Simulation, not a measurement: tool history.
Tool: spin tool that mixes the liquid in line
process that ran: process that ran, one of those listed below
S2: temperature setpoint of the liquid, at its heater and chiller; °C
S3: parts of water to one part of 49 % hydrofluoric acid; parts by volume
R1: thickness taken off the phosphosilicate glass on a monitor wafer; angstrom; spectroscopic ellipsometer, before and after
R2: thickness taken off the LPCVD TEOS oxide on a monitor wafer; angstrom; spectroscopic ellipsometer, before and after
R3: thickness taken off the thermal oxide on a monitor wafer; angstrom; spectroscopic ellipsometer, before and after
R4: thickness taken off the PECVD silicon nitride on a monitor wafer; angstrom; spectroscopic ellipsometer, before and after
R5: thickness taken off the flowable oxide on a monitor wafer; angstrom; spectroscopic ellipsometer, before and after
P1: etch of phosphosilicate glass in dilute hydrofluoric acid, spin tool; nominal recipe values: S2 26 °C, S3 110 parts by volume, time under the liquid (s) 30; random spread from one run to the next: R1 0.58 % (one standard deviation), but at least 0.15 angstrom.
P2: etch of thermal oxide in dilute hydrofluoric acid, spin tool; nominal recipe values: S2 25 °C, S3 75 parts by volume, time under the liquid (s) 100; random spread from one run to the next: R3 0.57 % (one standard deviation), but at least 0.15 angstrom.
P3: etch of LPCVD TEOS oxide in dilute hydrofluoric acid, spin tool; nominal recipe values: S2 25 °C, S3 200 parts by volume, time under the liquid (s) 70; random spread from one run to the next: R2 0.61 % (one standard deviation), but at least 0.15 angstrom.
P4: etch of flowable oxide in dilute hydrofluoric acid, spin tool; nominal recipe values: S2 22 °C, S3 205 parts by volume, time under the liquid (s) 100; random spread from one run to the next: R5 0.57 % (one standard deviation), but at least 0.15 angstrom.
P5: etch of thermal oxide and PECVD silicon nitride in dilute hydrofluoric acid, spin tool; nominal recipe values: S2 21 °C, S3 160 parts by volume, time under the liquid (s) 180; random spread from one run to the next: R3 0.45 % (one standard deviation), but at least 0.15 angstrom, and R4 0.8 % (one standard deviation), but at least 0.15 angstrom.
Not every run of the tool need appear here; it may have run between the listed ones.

{"run": 1, "day": 0.125, "process that ran": "P1", "S2": 26, "S3": 110, "time under the liquid (s)": 30, "R1": 439.72}
{"run": 2, "day": 0.312, "process that ran": "P3", "S2": 25, "S3": 200, "time under the liquid (s)": 70, "R2": 55.559}
{"run": 3, "day": 0.429, "process that ran": "P3", "S2": 25, "S3": 200, "time under the liquid (s)": 70, "R2": 54.594}
{"run": 4, "day": 0.525, "process that ran": "P5", "S2": 21, "S3": 160, "time under the liquid (s)": 300, "R3": 73.171, "R4": 43.144}
{"run": 5, "day": 0.696, "process that ran": "P1", "S2": 26, "S3": 180, "time under the liquid (s)": 30, "R1": 244.09}
{"run": 6, "day": 0.812, "process that ran": "P4", "S2": 22, "S3": 205, "time under the liquid (s)": 100, "R5": 252.61}
{"run": 7, "day": 0.992, "process that ran": "P1", "S2": 20, "S3": 110, "time under the liquid (s)": 50, "R1": 569.6}
{"run": 8, "day": 1.075, "process that ran": "P2", "S2": 25, "S3": 75, "time under the liquid (s)": 155, "R3": 107.91}
{"run": 9, "day": 1.188, "process that ran": "P1", "S2": 26, "S3": 110, "time under the liquid (s)": 45, "R1": 663.16}
{"run": 10, "day": 1.283, "process that ran": "P1", "S2": 26, "S3": 110, "time under the liquid (s)": 30, "R1": 436.97}
{"run": 11, "day": 1.458, "process that ran": "P5", "S2": 17, "S3": 160, "time under the liquid (s)": 180, "R3": 37.417, "R4": 19.858}
{"run": 12, "day": 1.579, "process that ran": "P4", "S2": 17, "S3": 205, "time under the liquid (s)": 100, "R5": 211.06}
{"run": 13, "day": 1.725, "process that ran": "P1", "S2": 33, "S3": 110, "time under the liquid (s)": 30, "R1": 571.83}
{"run": 14, "day": 1.846, "process that ran": "P2", "S2": 25, "S3": 75, "time under the liquid (s)": 100, "R3": 69.616}
{"run": 15, "day": 2.004, "process that ran": "P1", "S2": 26, "S3": 110, "time under the liquid (s)": 30, "R1": 438.42}
{"run": 16, "day": 2.175, "process that ran": "P4", "S2": 22, "S3": 205, "time under the liquid (s)": 100, "R5": 257.18}
{"run": 17, "day": 2.296, "process that ran": "P1", "S2": 26, "S3": 65, "time under the liquid (s)": 15, "R1": 390.72}
{"run": 18, "day": 2.488, "process that ran": "P2", "S2": 32.5, "S3": 75, "time under the liquid (s)": 100, "R3": 93.689}
{"run": 19, "day": 2.671, "process that ran": "P5", "S2": 21, "S3": 160, "time under the liquid (s)": 180, "R3": 44.078, "R4": 25.943}
{"run": 20, "day": 2.817, "process that ran": "P5", "S2": 21, "S3": 30, "time under the liquid (s)": 180, "R3": 274.91, "R4": 132.25}
{"run": 21, "day": 2.921, "process that ran": "P1", "S2": 26, "S3": 45, "time under the liquid (s)": 60, "R1": 2334.1}
{"run": 22, "day": 3.067, "process that ran": "P4", "S2": 22, "S3": 205, "time under the liquid (s)": 165, "R5": 423.31}
{"run": 23, "day": 3.154, "process that ran": "P3", "S2": 32.5, "S3": 200, "time under the liquid (s)": 70, "R2": 71.545}
{"run": 24, "day": 3.279, "process that ran": "P3", "S2": 25, "S3": 100, "time under the liquid (s)": 70, "R2": 121.92}
{"run": 25, "day": 3.371, "process that ran": "P1", "S2": 21, "S3": 110, "time under the liquid (s)": 30, "R1": 356.14}
{"run": 26, "day": 3.504, "process that ran": "P1", "S2": 26, "S3": 110, "time under the liquid (s)": 30, "R1": 434.99}
{"run": 27, "day": 3.617, "process that ran": "P1", "S2": 26, "S3": 25, "time under the liquid (s)": 30, "R1": 2156.8}
{"run": 28, "day": 3.704, "process that ran": "P1", "S2": 26, "S3": 110, "time under the liquid (s)": 15, "R1": 218.3}
{"run": 29, "day": 3.808, "process that ran": "P4", "S2": 22, "S3": 300, "time under the liquid (s)": 100, "R5": 157.01}
{"run": 30, "day": 3.946, "process that ran": "P2", "S2": 25, "S3": 105, "time under the liquid (s)": 100, "R3": 48.274}
{"run": 31, "day": 4.079, "process that ran": "P3", "S2": 25, "S3": 200, "time under the liquid (s)": 25, "R2": 19.592}
{"run": 32, "day": 4.267, "process that ran": "P1", "S2": 26, "S3": 110, "time under the liquid (s)": 30, "R1": 441.12}
{"run": 33, "day": 4.417, "process that ran": "P1", "S2": 26, "S3": 110, "time under the liquid (s)": 30, "R1": 437.37}
{"run": 34, "day": 4.588, "process that ran": "P1", "S2": 26, "S3": 110, "time under the liquid (s)": 30, "R1": 448.2}
{"run": 35, "day": 4.675, "process that ran": "P1", "S2": 26, "S3": 110, "time under the liquid (s)": 30, "R1": 448.44}
{"run": 36, "day": 4.833, "process that ran": "P1", "S2": 26, "S3": 110, "time under the liquid (s)": 30, "R1": 454.96}
{"run": 37, "day": 4.971, "process that ran": "P1", "S2": 26, "S3": 110, "time under the liquid (s)": 30, "R1": 454.82}
{"run": 38, "day": 5.162, "process that ran": "P1", "S2": 26, "S3": 110, "time under the liquid (s)": 30, "R1": 460.47}
{"run": 39, "day": 5.267, "process that ran": "P1", "S2": 26, "S3": 110, "time under the liquid (s)": 30, "R1": 457.64}
{"run": 40, "day": 5.433, "process that ran": "P1", "S2": 26, "S3": 110, "time under the liquid (s)": 30, "R1": 459.91}
{"run": 41, "day": 5.571, "process that ran": "P1", "S2": 26, "S3": 110, "time under the liquid (s)": 30, "R1": 463.41}
{"run": 42, "day": 5.662, "process that ran": "P1", "S2": 26, "S3": 110, "time under the liquid (s)": 30, "R1": 459.44}
{"run": 43, "day": 5.758, "process that ran": "P1", "S2": 26, "S3": 110, "time under the liquid (s)": 30, "R1": 463.06}
{"run": 44, "day": 5.908, "process that ran": "P1", "S2": 26, "S3": 110, "time under the liquid (s)": 30, "R1": 462.77}

The output of P1 has drifted from where it used to be. Each of the 2 causes below, taken at the size shown beside it, accounts for the log equally well:
A: hydrofluoric acid flow above the setpoint (%) = 4.74
B: liquid hotter than its thermometer reads (K) = 1.38
The drift started at roughly day 4.417.

You are offered 4 check runs, listed below with question marks in place of their results; each one averages 3 wafers. Which run separates the listed causes by giving clearly different results for each?
{"run": "check 1", "day": 6.058, "process that ran": "P4", "S2": 22, "S3": 205, "time under the liquid (s)": 100, "R5": "?"}
{"run": "check 2", "day": 6.058, "process that ran": "P5", "S2": 21, "S3": 160, "time under the liquid (s)": 180, "R3": "?", "R4": "?"}
{"run": "check 3", "day": 6.058, "process that ran": "P2", "S2": 25, "S3": 75, "time under the liquid (s)": 100, "R3": "?"}
{"run": "check 4", "day": 6.058, "process that ran": "P3", "S2": 25, "S3": 200, "time under the liquid (s)": 70, "R2": "?"}

If the cause were each of the candidates in turn, the checks would give the following:
check=check_1 result=R5 if_A=270.11 if_B=268.96
check=check_2 result=R3 if_A=46.643 if_B=46.629
check=check_2 result=R4 if_A=27.008 if_B=28.257
check=check_3 result=R3 if_A=73.482 if_B=73.791
check=check_4 result=R2 if_A=57.917 if_B=57.556
Per-check spread between the two closest causes, in the result where they differ most: check 1 0.43 %; check 2 4.52 %; check 3 0.42 %; check 4 0.63 %
Check 2 is the one run that separates the causes; every other check would come out nearly the same whichever cause is at work.

After running check 2, the following was obtained: R3 46.338 angstrom; R4 27.009 angstrom. Which cause does this point to?

The cause is A: hydrofluoric acid flow above the setpoint (%).

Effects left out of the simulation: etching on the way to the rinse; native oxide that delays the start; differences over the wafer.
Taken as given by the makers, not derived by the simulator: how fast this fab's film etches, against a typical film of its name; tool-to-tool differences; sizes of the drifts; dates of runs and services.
